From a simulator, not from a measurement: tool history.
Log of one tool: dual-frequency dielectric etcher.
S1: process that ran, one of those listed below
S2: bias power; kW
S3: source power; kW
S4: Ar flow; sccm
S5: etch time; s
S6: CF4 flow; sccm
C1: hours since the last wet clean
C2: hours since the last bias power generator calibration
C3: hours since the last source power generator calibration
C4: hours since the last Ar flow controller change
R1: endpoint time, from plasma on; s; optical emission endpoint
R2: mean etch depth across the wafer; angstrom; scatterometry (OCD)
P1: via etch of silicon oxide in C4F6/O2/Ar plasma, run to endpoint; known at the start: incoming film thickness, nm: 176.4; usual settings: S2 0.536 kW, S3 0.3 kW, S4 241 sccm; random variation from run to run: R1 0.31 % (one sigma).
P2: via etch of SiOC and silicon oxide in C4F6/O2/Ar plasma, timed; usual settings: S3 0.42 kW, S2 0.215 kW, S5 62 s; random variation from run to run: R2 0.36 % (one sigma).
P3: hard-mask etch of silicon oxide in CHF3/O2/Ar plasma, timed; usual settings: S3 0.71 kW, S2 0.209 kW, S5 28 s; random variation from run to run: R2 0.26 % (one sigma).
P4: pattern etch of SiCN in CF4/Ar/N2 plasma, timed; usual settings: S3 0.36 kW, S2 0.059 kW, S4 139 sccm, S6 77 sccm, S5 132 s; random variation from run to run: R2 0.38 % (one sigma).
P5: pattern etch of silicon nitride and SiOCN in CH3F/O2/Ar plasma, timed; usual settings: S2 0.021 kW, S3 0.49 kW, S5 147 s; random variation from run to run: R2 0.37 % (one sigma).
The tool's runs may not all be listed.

run 1 hour=9.1 | S1=P1 S2=0.536 S3=0.3 S4=241 | C1=360 C2=545.3 C3=875.6 C4=2883.9 | R1=39.992
run 2 hour=18.8 | S1=P2 S2=0.215 S3=0.42 S5=62 | C1=369.7 C2=555 C3=885.3 C4=2893.6 | R2=770.88
run 3 hour=28.9 | S1=P3 S2=0.209 S3=0.48 S5=28 | C1=379.8 C2=565.1 C3=895.4 C4=2903.7 | R2=531.93
run 4 hour=40.5 | S1=P1 S2=0.536 S3=0.3 S4=241 | C1=391.4 C2=576.7 C3=907 C4=2915.3 | R1=39.981
run 5 hour=47.4 | S1=P1 S2=0.536 S3=0.42 S4=241 | C1=398.3 C2=583.6 C3=913.9 C4=2922.2 | R1=35.27
run 6 hour=58.2 | S1=P1 S2=0.536 S3=0.3 S4=241 | C1=409.1 C2=594.4 C3=924.7 C4=2933 | R1=39.889
run 7 hour=63.9 | S1=P1 S2=0.694 S3=0.3 S4=241 | C1=414.8 C2=600.1 C3=930.4 C4=2938.7 | R1=36.149
run 8 hour=69.5 | S1=P5 S2=0.021 S3=0.49 S5=88 | C1=420.4 C2=605.7 C3=936 C4=2944.3 | R2=121.22
run 9 hour=80.6 | S1=P4 S2=0.035 S3=0.36 S4=139 S5=132 S6=77 | C1=431.5 C2=616.8 C3=947.1 C4=2955.4 | R2=753.56
run 10 hour=85.8 | S1=P3 S2=0.209 S3=0.71 S5=39.5 | C1=436.7 C2=622 C3=952.3 C4=2960.6 | R2=875.23
run 11 hour=94.3 | S1=P5 S2=0.021 S3=0.65 S5=147 | C1=445.2 C2=630.5 C3=960.8 C4=2969.1 | R2=224.53
run 12 hour=101.7 | S1=P1 S2=0.666 S3=0.3 S4=181 | C1=452.6 C2=637.9 C3=968.2 C4=2976.5 | R1=35.426
run 13 hour=109.4 | S1=P4 S2=0.059 S3=0.36 S4=174 S5=132 S6=77 | C1=460.3 C2=645.6 C3=975.9 C4=2984.2 | R2=863.83
run 14 hour=117.2 | S1=P1 S2=0.348 S3=0.3 S4=241 | C1=468.1 C2=653.4 C3=983.7 C4=2992 | R1=47.081
run 15 hour=128.2 | S1=P1 S2=0.536 S3=0.3 S4=241 | C1=479.1 C2=664.4 C3=994.7 C4=3003 | R1=39.914
run 16 hour=134.1 | S1=P1 S2=0.536 S3=0.3 S4=241 | C1=485 C2=670.3 C3=1000.6 C4=3008.9 | R1=39.719
run 17 hour=141.4 | S1=P4 S2=0.059 S3=0.36 S4=139 S5=132 S6=77 | C1=492.3 C2=677.6 C3=1007.9 C4=3016.2 | R2=897.14
run 18 hour=148.2 | S1=P5 S2=0.025 S3=0.49 S5=147 | C1=499.1 C2=684.4 C3=1014.7 C4=3023 | R2=219.05
run 19 hour=156.6 | S1=P4 S2=0.059 S3=0.36 S4=139 S5=132 S6=91 | C1=507.5 C2=692.8 C3=1023.1 C4=3031.4 | R2=923.72
run 20 hour=163 | S1=P1 S2=0.536 S3=0.3 S4=327 | C1=513.9 C2=699.2 C3=1029.5 C4=3037.8 | R1=41.251
run 21 hour=174.1 | S1=P2 S2=0.127 S3=0.42 S5=62 | C1=525 C2=710.3 C3=1040.6 C4=3048.9 | R2=647.26
run 22 hour=181.1 | S1=P2 S2=0.215 S3=0.42 S5=48.5 | C1=532 C2=717.3 C3=1047.6 C4=3055.9 | R2=600.86
run 23 hour=189.2 | S1=P1 S2=0.536 S3=0.23 S4=241 | C1=540.1 C2=725.4 C3=1055.7 C4=3064 | R1=43.846
run 24 hour=195.2 | S1=P1 S2=0.736 S3=0.3 S4=200 | C1=546.1 C2=731.4 C3=1061.7 C4=3070 | R1=34.457
run 25 hour=202.5 | S1=P2 S2=0.215 S3=0.42 S5=62 | C1=553.4 C2=738.7 C3=1069 C4=3077.3 | R2=767.45
run 26 hour=208.3 | S1=P1 S2=0.536 S3=0.3 S4=241 | C1=559.2 C2=744.5 C3=1074.8 C4=3083.1 | R1=39.905
run 27 hour=217.4 | S1=P1 S2=0.346 S3=0.3 S4=160 | C1=568.3 C2=753.6 C3=1083.9 C4=3092.2 | R1=44.728
run 28 hour=226.8 | S1=P4 S2=0.059 S3=0.36 S4=139 S5=87 S6=77 | C1=577.7 C2=763 C3=1093.3 C4=3101.6 | R2=592.29
run 29 hour=235.4 | S1=P2 S2=0.215 S3=0.55 S5=62 | C1=586.3 C2=771.6 C3=1101.9 C4=3110.2 | R2=848.07
run 30 hour=246.5 | S1=P1 S2=0.536 S3=0.3 S4=181 | C1=597.4 C2=782.7 C3=1113 C4=3121.3 | R1=38.701
run 31 hour=254.8 | S1=P3 S2=0.209 S3=0.71 S5=28 | C1=605.7 C2=791 C3=1121.3 C4=3129.6 | R2=619.43
run 32 hour=261.4 | S1=P5 S2=0.021 S3=0.49 S5=147 | C1=612.3 C2=797.6 C3=1127.9 C4=3136.2 | R2=203.42
run 33 hour=266.8 | S1=P4 S2=0.059 S3=0.24 S4=139 S5=132 S6=77 | C1=617.7 C2=803 C3=1133.3 C4=3141.6 | R2=624.11
run 34 hour=273.4 | S1=P3 S2=0.123 S3=0.71 S5=28 | C1=624.3 C2=809.6 C3=1139.9 C4=3148.2 | R2=520.67
run 35 hour=283.7 | S1=P1 S2=0.536 S3=0.3 S4=241 | C1=634.6 C2=819.9 C3=1150.2 C4=3158.5 | R1=39.916
run 36 hour=294.9 | S1=P1 S2=0.536 S3=0.3 S4=241 | C1=645.8 C2=831.1 C3=1161.4 C4=3169.7 | R1=39.814
run 37 hour=302 | S1=P1 S2=0.536 S3=0.3 S4=241 | C1=652.9 C2=838.2 C3=1168.5 C4=3176.8 | R1=39.605
run 38 hour=308.9 | S1=P1 S2=0.536 S3=0.3 S4=241 | C1=659.8 C2=845.1 C3=1175.4 C4=3183.7 | R1=39.454
-- hour=318.4 Ar flow controller replaced
-- hour=319.3 wet clean of the chamber
run 39 hour=320.3 | S1=P1 S2=0.536 S3=0.3 S4=241 | C1=1 C2=856.5 C3=1186.8 C4=1.9 | R1=39.489
run 40 hour=330.1 | S1=P1 S2=0.536 S3=0.3 S4=241 | C1=10.8 C2=866.3 C3=1196.6 C4=11.7 | R1=39.311
run 41 hour=341.3 | S1=P1 S2=0.536 S3=0.3 S4=241 | C1=22 C2=877.5 C3=1207.8 C4=22.9 | R1=39.285

What P1 gives has crept away from where it was. These 2 causes fit the log equally well, each at the size given:
A: source power that arrives over what is set, % = 4.35
B: bias power that arrives over what is set, % = 4.15
The creep began at about hour 283.7.
Why every other cause is out:
chamber walls in a state that raises the etch rate, %: serviced at hour 319.3, which brought nothing back
Ar flow that arrives under what is set, %: serviced at hour 318.4, which brought nothing back

4 check runs are offered, each on 2 wafers whose results are averaged, their results left as question marks. Which one tells the causes apart?
run check 1 hour=352.5 | S1=P2 S2=0.215 S3=0.42 S5=62 | R2=?
run check 2 hour=352.5 | S1=P5 S2=0.021 S3=0.49 S5=147 | R2=?
run check 3 hour=352.5 | S1=P4 S2=0.059 S3=0.36 S4=139 S5=132 S6=77 | R2=?
run check 4 hour=352.5 | S1=P3 S2=0.209 S3=0.71 S5=28 | R2=?

What each check would give under each cause:
check=check_1 result=R2 if_A=777.86 if_B=775.7
check=check_2 result=R2 if_A=206.81 if_B=207.38
check=check_3 result=R2 if_A=931.16 if_B=909.97
check=check_4 result=R2 if_A=628.09 if_B=626.69
How far apart the two closest causes lie, in the result that separates them most: check 1 0.28 %; check 2 0.28 %; check 3 2.3 %; check 4 0.22 %
Only check 3 tells the causes apart: in the others they would give nearly the same result.

Check 3 was then run and gave: R2 911.34 angstrom. Which cause is it?

It is B: bias power that arrives over what is set, %.

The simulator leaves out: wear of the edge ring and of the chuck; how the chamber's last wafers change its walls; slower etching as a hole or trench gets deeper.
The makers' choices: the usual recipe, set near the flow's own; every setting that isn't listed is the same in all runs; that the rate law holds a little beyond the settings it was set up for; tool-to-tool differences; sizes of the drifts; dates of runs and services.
